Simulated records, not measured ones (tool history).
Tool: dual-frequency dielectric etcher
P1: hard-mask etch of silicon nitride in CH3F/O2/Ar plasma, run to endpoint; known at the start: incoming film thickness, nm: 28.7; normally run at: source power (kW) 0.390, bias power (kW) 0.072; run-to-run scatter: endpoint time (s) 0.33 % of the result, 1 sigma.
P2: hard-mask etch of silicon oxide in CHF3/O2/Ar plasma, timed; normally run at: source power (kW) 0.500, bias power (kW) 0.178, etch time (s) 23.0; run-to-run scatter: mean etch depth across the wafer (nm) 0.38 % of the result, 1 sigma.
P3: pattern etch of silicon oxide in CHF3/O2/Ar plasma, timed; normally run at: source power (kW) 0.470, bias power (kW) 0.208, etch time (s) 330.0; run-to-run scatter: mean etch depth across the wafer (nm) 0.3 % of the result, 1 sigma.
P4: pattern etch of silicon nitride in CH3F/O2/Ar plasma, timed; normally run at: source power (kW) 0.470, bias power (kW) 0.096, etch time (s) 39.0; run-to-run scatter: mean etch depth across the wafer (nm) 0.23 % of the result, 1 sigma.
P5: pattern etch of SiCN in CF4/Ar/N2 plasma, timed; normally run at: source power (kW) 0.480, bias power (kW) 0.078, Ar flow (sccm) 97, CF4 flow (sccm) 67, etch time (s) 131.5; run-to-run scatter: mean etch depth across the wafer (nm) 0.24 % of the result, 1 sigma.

| run | hour | process that ran | source power (kW) | bias power (kW) | etch time (s) | Ar flow (sccm) | CF4 flow (sccm) | endpoint time (s) | mean etch depth across the wafer (nm) |
|---|---|---|---|---|---|---|---|---|---|
| 1 | 6.8 | P1 | 0.390 | 0.072 |  |  |  | 42.738 |  |
| 2 | 11.1 | P1 | 0.310 | 0.099 |  |  |  | 41.709 |  |
| 3 | 17.5 | P1 | 0.390 | 0.072 |  |  |  | 42.619 |  |
| 4 | 22.3 | P1 | 0.330 | 0.091 |  |  |  | 41.833 |  |
| 5 | 27.4 | P1 | 0.390 | 0.072 |  |  |  | 42.493 |  |
| 6 | 34.1 | P2 | 0.500 | 0.178 | 23.0 |  |  |  | 42.599 |
| 7 | 38.8 | P1 | 0.390 | 0.097 |  |  |  | 38.642 |  |
| 8 | 43.6 | P3 | 0.470 | 0.140 | 330.0 |  |  |  | 552.250 |
| 9 | 50.3 | P5 | 0.480 | 0.101 | 131.5 | 97 | 67 |  | 137.360 |
| 10 | 56.8 | P4 | 0.470 | 0.096 | 39.0 |  |  |  | 33.172 |
| 11 | 61.8 | P5 | 0.480 | 0.078 | 131.5 | 97 | 67 |  | 125.080 |
| 12 | 68.8 | P5 | 0.480 | 0.078 | 102.5 | 97 | 67 |  | 97.591 |
| 13 | 72.4 | P1 | 0.490 | 0.072 |  |  |  | 39.375 |  |
| 14 | 76.9 | P2 | 0.500 | 0.178 | 34.0 |  |  |  | 62.798 |
| 15 | 81.2 | P5 | 0.480 | 0.078 | 131.5 | 97 | 93 |  | 131.190 |
| 16 | 85.1 | P2 | 0.500 | 0.243 | 23.0 |  |  |  | 47.586 |
| 17 | 92.2 | P1 | 0.390 | 0.072 |  |  |  | 42.607 |  |
| 18 | 96.3 | P4 | 0.470 | 0.096 | 23.0 |  |  |  | 19.524 |
| 19 | 100.6 | P4 | 0.670 | 0.096 | 39.0 |  |  |  | 37.706 |
| 20 | 105.1 | P1 | 0.390 | 0.072 |  |  |  | 42.738 |  |
| 21 | 110.1 | P2 | 0.300 | 0.178 | 23.0 |  |  |  | 35.162 |
| 22 | 116.2 | P4 | 0.470 | 0.096 | 39.0 |  |  |  | 33.086 |
| 23 | 120.7 | P3 | 0.470 | 0.208 | 330.0 |  |  |  | 629.410 |
| 24 | 127.2 | P1 | 0.290 | 0.072 |  |  |  | 47.969 |  |
| 25 | 131.9 | P1 | 0.390 | 0.057 |  |  |  | 45.993 |  |
| 26 | 137.0 | P3 | 0.340 | 0.208 | 330.0 |  |  |  | 560.220 |
| 27 | 144.0 | P3 | 0.470 | 0.208 | 423.5 |  |  |  | 811.320 |
| 28 | 150.4 | P4 | 0.470 | 0.072 | 39.0 |  |  |  | 29.979 |
| 29 | 156.9 | P1 | 0.390 | 0.072 |  |  |  | 42.547 |  |
| 30 | 162.9 | P5 | 0.630 | 0.078 | 131.5 | 97 | 67 |  | 158.560 |
| 31 | 169.7 | P5 | 0.480 | 0.078 | 131.5 | 126 | 67 |  | 119.940 |
| 32 | 176.4 | P1 | 0.300 | 0.093 |  |  |  | 42.947 |  |
| 33 | 180.7 | P5 | 0.480 | 0.078 | 131.5 | 97 | 67 |  | 125.460 |
| 34 | 184.2 | P1 | 0.390 | 0.072 |  |  |  | 42.852 |  |
| 35 | 187.5 | P1 | 0.390 | 0.072 |  |  |  | 42.247 |  |
| 36 | 192.3 | P1 | 0.390 | 0.072 |  |  |  | 42.283 |  |
| 37 | 197.3 | P1 | 0.390 | 0.072 |  |  |  | 42.216 |  |
| 38 | 200.4 | P1 | 0.390 | 0.072 |  |  |  | 42.129 |  |
|  | 203.2 | wet clean of the chamber |
| 39 | 203.6 | P1 | 0.390 | 0.072 |  |  |  | 42.263 |  |
| 40 | 208.0 | P1 | 0.390 | 0.072 |  |  |  | 42.091 |  |
| 41 | 212.8 | P1 | 0.390 | 0.072 |  |  |  | 42.181 |  |
| 42 | 217.7 | P1 | 0.390 | 0.072 |  |  |  | 41.984 |  |

What P1 gives has crept away from where it was. These 2 causes fit the log equally well, each at the size given:
A: source power that arrives over what is set, % = 4.5
B: bias power that arrives over what is set, % = 4.95
The creep began at about hour 184.2.
Why every other cause is out:
chamber walls in a state that raises the etch rate, %: serviced at hour 203.2, which brought nothing back

4 check runs are offered, one wafer each, their results left as question marks. Which one tells the causes apart?
| check 1 | 222.6 | P4 | 0.470 | 0.077 | 39.0 |  |  |  | ? |
| check 2 | 222.6 | P5 | 0.630 | 0.078 | 131.5 | 117 | 67 |  | ? |
| check 3 | 222.6 | P2 | 0.410 | 0.178 | 32.5 |  |  |  | ? |
| check 4 | 222.6 | P3 | 0.350 | 0.147 | 330.0 |  |  |  | ? |

What each check would give under each cause:
| check | result | if A | if B |
|---|---|---|---|
| check 1 | mean etch depth across the wafer (nm) | 31.175 | 31.175 |
| check 2 | mean etch depth across the wafer (nm) | 160.430 | 157.050 |
| check 3 | mean etch depth across the wafer (nm) | 56.691 | 56.690 |
| check 4 | mean etch depth across the wafer (nm) | 508.830 | 508.540 |
How far apart the two closest causes lie, in the result that separates them most: check 1 0 %; check 2 2.13 %; check 3 0 %; check 4 0.06 %
Check 2 tells the causes apart: in the others they would give nearly the same result.

Then check 2 was run and gave: mean etch depth across the wafer (nm) 160.770. Which cause is it?

It is A: source power that arrives over what is set, %.
